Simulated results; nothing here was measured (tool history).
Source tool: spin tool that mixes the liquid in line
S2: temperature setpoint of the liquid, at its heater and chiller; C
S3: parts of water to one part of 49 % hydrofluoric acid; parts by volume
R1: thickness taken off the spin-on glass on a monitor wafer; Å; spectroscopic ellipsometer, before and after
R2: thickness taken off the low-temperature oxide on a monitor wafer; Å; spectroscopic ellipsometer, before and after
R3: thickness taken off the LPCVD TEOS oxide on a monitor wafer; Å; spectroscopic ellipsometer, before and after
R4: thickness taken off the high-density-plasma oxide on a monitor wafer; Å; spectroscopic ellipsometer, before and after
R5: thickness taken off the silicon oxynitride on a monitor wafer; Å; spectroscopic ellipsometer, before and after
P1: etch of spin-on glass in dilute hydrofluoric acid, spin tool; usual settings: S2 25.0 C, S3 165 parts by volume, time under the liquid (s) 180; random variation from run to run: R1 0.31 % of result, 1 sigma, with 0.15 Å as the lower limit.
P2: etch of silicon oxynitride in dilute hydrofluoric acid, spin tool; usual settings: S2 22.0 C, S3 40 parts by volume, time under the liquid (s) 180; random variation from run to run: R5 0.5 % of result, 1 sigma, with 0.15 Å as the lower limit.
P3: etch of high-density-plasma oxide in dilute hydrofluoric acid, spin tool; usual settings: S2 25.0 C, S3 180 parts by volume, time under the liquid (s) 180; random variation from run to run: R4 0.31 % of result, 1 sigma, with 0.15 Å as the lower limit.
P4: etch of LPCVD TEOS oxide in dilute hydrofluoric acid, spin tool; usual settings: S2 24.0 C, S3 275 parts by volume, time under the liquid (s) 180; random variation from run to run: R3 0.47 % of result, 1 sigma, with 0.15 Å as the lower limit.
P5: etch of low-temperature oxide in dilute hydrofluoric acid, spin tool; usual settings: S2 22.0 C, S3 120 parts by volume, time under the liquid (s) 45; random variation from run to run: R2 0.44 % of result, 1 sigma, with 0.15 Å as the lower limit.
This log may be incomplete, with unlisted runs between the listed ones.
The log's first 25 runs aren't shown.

{"run": 26, "hour": 262.4, "process that ran": "P3", "S2": 25.0, "S3": 60, "time under the liquid (s)": 180, "R4": 335.81}
{"run": 27, "hour": 274.3, "process that ran": "P1", "S2": 21.5, "S3": 85, "time under the liquid (s)": 180, "R1": 987.79}
{"run": 28, "hour": 283.7, "process that ran": "P5", "S2": 22.0, "S3": 55, "time under the liquid (s)": 45, "R2": 179.4}
{"run": 29, "hour": 296.8, "process that ran": "P1", "S2": 33.0, "S3": 165, "time under the liquid (s)": 180, "R1": 709.77}
{"run": 30, "hour": 307.9, "process that ran": "P3", "S2": 25.0, "S3": 180, "time under the liquid (s)": 180, "R4": 96.283}
{"run": 31, "hour": 320.6, "process that ran": "P1", "S2": 32.5, "S3": 90, "time under the liquid (s)": 180, "R1": 1421.0}
{"run": 32, "hour": 333.5, "process that ran": "P1", "S2": 25.0, "S3": 165, "time under the liquid (s)": 180, "R1": 533.28}
{"run": 33, "hour": 346.1, "process that ran": "P1", "S2": 25.0, "S3": 165, "time under the liquid (s)": 180, "R1": 549.64}

Run 34 is up next; what results do you expect?
{"run": 34, "hour": 357.2, "process that ran": "P1", "S2": 25.0, "S3": 165, "time under the liquid (s)": 180, "R1": "?"}

For run 34 the tool returned R1 563.53 Å.
